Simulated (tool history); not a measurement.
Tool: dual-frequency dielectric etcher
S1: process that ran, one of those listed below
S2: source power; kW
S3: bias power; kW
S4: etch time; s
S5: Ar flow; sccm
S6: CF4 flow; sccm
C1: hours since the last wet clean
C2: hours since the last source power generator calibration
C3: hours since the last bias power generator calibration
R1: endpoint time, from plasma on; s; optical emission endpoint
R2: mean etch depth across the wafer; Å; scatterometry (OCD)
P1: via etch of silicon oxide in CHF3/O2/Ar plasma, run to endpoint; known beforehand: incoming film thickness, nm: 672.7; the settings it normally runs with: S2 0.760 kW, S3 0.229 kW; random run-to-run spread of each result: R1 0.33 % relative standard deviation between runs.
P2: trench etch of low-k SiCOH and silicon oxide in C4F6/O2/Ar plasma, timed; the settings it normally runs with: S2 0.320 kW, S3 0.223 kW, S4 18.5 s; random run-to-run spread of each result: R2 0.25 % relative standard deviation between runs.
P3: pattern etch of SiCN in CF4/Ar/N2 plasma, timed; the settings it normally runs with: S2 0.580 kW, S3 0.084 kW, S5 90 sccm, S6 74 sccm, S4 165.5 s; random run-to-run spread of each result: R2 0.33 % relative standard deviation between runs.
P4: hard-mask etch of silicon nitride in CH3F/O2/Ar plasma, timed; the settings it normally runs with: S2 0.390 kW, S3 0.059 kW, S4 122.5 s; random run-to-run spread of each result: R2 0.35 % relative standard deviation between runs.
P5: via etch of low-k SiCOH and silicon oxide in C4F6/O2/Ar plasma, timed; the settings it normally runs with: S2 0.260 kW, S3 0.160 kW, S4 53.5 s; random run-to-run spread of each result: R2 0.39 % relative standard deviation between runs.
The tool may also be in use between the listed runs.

Run 1, hour 17.7: S1 P1, S2 0.760 kW, S3 0.229 kW; C1 220.2; C2 1709.6; C3 1723.3. Result: R1 285.23 s.
Run 2, hour 36.0: S1 P4, S2 0.390 kW, S3 0.059 kW, S4 153.0 s; C1 238.5; C2 1727.9; C3 1741.6. Result: R2 1015.90 Å.
Run 3, hour 49.4: S1 P2, S2 0.320 kW, S3 0.223 kW, S4 18.5 s; C1 251.9; C2 1741.3; C3 1755.0. Result: R2 564.12 Å.
Run 4, hour 59.8: S1 P3, S2 0.580 kW, S3 0.084 kW, S4 207.5 s, S5 90 sccm, S6 74 sccm; C1 262.3; C2 1751.7; C3 1765.4. Result: R2 2437.80 Å.
Run 5, hour 74.7: S1 P3, S2 0.580 kW, S3 0.084 kW, S4 165.5 s, S5 90 sccm, S6 56 sccm; C1 277.2; C2 1766.6; C3 1780.3. Result: R2 1875.10 Å.
Run 6, hour 90.2: S1 P1, S2 0.760 kW, S3 0.229 kW; C1 292.7; C2 1782.1; C3 1795.8. Result: R1 284.15 s.
Run 7, hour 100.7: S1 P4, S2 0.390 kW, S3 0.039 kW, S4 122.5 s; C1 303.2; C2 1792.6; C3 1806.3. Result: R2 713.20 Å.
Run 8, hour 116.4: S1 P3, S2 0.580 kW, S3 0.084 kW, S4 165.5 s, S5 90 sccm, S6 74 sccm; C1 318.9; C2 1808.3; C3 1822.0. Result: R2 1956.20 Å.
At hour 122.2: bias power generator calibrated.
Run 9, hour 131.0: S1 P5, S2 0.260 kW, S3 0.160 kW, S4 53.5 s; C1 333.5; C2 1822.9; C3 8.9. Result: R2 1073.10 Å.
Run 10, hour 142.3: S1 P1, S2 0.610 kW, S3 0.308 kW; C1 344.8; C2 1834.2; C3 20.2. Result: R1 278.66 s.
Run 11, hour 159.6: S1 P3, S2 0.580 kW, S3 0.119 kW, S4 165.5 s, S5 90 sccm, S6 74 sccm; C1 362.1; C2 1851.5; C3 37.5. Result: R2 2214.30 Å.
Run 12, hour 170.7: S1 P2, S2 0.320 kW, S3 0.223 kW, S4 18.5 s; C1 373.2; C2 1862.6; C3 48.6. Result: R2 563.10 Å.
Run 13, hour 183.1: S1 P3, S2 0.580 kW, S3 0.084 kW, S4 165.5 s, S5 64 sccm, S6 74 sccm; C1 385.6; C2 1875.0; C3 61.0. Result: R2 2033.80 Å.
Run 14, hour 196.0: S1 P3, S2 0.740 kW, S3 0.084 kW, S4 165.5 s, S5 90 sccm, S6 74 sccm; C1 398.5; C2 1887.9; C3 73.9. Result: R2 2430.00 Å.
Run 15, hour 205.0: S1 P1, S2 0.960 kW, S3 0.290 kW; C1 407.5; C2 1896.9; C3 82.9. Result: R1 241.64 s.
Run 16, hour 218.9: S1 P1, S2 0.760 kW, S3 0.229 kW; C1 421.4; C2 1910.8; C3 96.8. Result: R1 283.38 s.
Run 17, hour 232.7: S1 P2, S2 0.320 kW, S3 0.223 kW, S4 27.5 s; C1 435.2; C2 1924.6; C3 110.6. Result: R2 840.09 Å.
Run 18, hour 246.0: S1 P1, S2 1.010 kW, S3 0.229 kW; C1 448.5; C2 1937.9; C3 123.9. Result: R1 255.43 s.
Run 19, hour 263.0: S1 P4, S2 0.390 kW, S3 0.059 kW, S4 122.5 s; C1 465.5; C2 1954.9; C3 140.9. Result: R2 811.20 Å.
Run 20, hour 275.3: S1 P4, S2 0.390 kW, S3 0.059 kW, S4 122.5 s; C1 477.8; C2 1967.2; C3 153.2. Result: R2 812.92 Å.
Run 21, hour 284.7: S1 P1, S2 0.500 kW, S3 0.229 kW; C1 487.2; C2 1976.6; C3 162.6. Result: R1 333.28 s.
Run 22, hour 302.8: S1 P5, S2 0.170 kW, S3 0.160 kW, S4 53.5 s; C1 505.3; C2 1994.7; C3 180.7. Result: R2 905.00 Å.
Run 23, hour 319.5: S1 P5, S2 0.260 kW, S3 0.160 kW, S4 34.0 s; C1 522.0; C2 2011.4; C3 197.4. Result: R2 678.03 Å.
Run 24, hour 328.5: S1 P2, S2 0.210 kW, S3 0.223 kW, S4 18.5 s; C1 531.0; C2 2020.4; C3 206.4. Result: R2 479.10 Å.
Run 25, hour 340.9: S1 P4, S2 0.480 kW, S3 0.059 kW, S4 122.5 s; C1 543.4; C2 2032.8; C3 218.8. Result: R2 881.61 Å.
Run 26, hour 351.3: S1 P5, S2 0.260 kW, S3 0.160 kW, S4 53.5 s; C1 553.8; C2 2043.2; C3 229.2. Result: R2 1072.30 Å.
Run 27, hour 363.5: S1 P1, S2 0.760 kW, S3 0.303 kW; C1 566.0; C2 2055.4; C3 241.4. Result: R1 259.46 s.
Run 28, hour 379.1: S1 P2, S2 0.320 kW, S3 0.153 kW, S4 18.5 s; C1 581.6; C2 2071.0; C3 257.0. Result: R2 500.96 Å.
Run 29, hour 392.8: S1 P1, S2 0.760 kW, S3 0.229 kW; C1 595.3; C2 2084.7; C3 270.7. Result: R1 284.73 s.
Run 30, hour 406.0: S1 P1, S2 0.500 kW, S3 0.165 kW; C1 608.5; C2 2097.9; C3 283.9. Result: R1 375.78 s.
Run 31, hour 416.7: S1 P1, S2 0.760 kW, S3 0.175 kW; C1 619.2; C2 2108.6; C3 294.6. Result: R1 311.45 s.
Run 32, hour 429.7: S1 P5, S2 0.260 kW, S3 0.205 kW, S4 53.5 s; C1 632.2; C2 2121.6; C3 307.6. Result: R2 1163.60 Å.
Run 33, hour 442.9: S1 P1, S2 0.760 kW, S3 0.229 kW; C1 645.4; C2 2134.8; C3 320.8. Result: R1 286.12 s.
Run 34, hour 459.4: S1 P1, S2 0.760 kW, S3 0.229 kW; C1 661.9; C2 2151.3; C3 337.3. Result: R1 287.73 s.
Run 35, hour 470.5: S1 P1, S2 0.760 kW, S3 0.229 kW; C1 673.0; C2 2162.4; C3 348.4. Result: R1 289.17 s.
Run 36, hour 482.0: S1 P1, S2 0.760 kW, S3 0.229 kW; C1 684.5; C2 2173.9; C3 359.9. Result: R1 289.95 s.
Run 37, hour 498.4: S1 P1, S2 0.760 kW, S3 0.229 kW; C1 700.9; C2 2190.3; C3 376.3. Result: R1 290.57 s.
Run 38, hour 511.4: S1 P1, S2 0.760 kW, S3 0.229 kW; C1 713.9; C2 2203.3; C3 389.3. Result: R1 289.91 s.
At hour 511.7: wet clean of the chamber.
Run 39, hour 520.6: S1 P1, S2 0.760 kW, S3 0.229 kW; C1 9.0; C2 2212.5; C3 398.5. Result: R1 290.19 s.
Run 40, hour 537.1: S1 P1, S2 0.760 kW, S3 0.229 kW; C1 25.5; C2 2229.0; C3 415.0. Result: R1 289.94 s.

What P1 gives has crept away from where it was. These 2 causes fit the log equally well, each at the size given:
A: source power that arrives under what is set, % = 4.27
B: bias power that arrives under what is set, % = 4.68
At approximately hour 442.9, the process output began to creep.
Every other cause this tool's parts could produce, and why it does not fit the log:
chamber walls in a state that lowers the etch rate, %: maintenance at hour 511.7, after the shift began, did not return the process to its former output

The 4 check runs listed below each average the results of 2 wafers, and their outcomes are marked with question marks. Under which run would the listed causes produce clearly different results?
Run check 1, hour 553.6: S1 P3, S2 0.580 kW, S3 0.084 kW, S4 165.5 s, S5 90 sccm, S6 74 sccm. Result: R2 ?.
Run check 2, hour 553.6: S1 P2, S2 0.320 kW, S3 0.223 kW, S4 18.5 s. Result: R2 ?.
Run check 3, hour 553.6: S1 P4, S2 0.390 kW, S3 0.059 kW, S4 122.5 s. Result: R2 ?.
Run check 4, hour 553.6: S1 P5, S2 0.260 kW, S3 0.160 kW, S4 53.5 s. Result: R2 ?.

Predicted outcomes, by check and by cause:
  check  result     if A     if B
check 1      R2  1878.50  1920.30
check 2      R2   554.36   554.75
check 3      R2   798.45   799.34
check 4      R2  1052.80  1054.70
Gap, in per cent, between the two causes that each check separates least, read from the result that separates them most: check 1 2.2 %; check 2 0.07 %; check 3 0.11 %; check 4 0.18 %
The causes can be told apart only by check 1. The other checks would give nearly the same results under each of them.

With check 1 done, the readings were: R2 1876.70 Å. Identify which of the listed causes applies.

It was cause A: source power that arrives under what is set, %.

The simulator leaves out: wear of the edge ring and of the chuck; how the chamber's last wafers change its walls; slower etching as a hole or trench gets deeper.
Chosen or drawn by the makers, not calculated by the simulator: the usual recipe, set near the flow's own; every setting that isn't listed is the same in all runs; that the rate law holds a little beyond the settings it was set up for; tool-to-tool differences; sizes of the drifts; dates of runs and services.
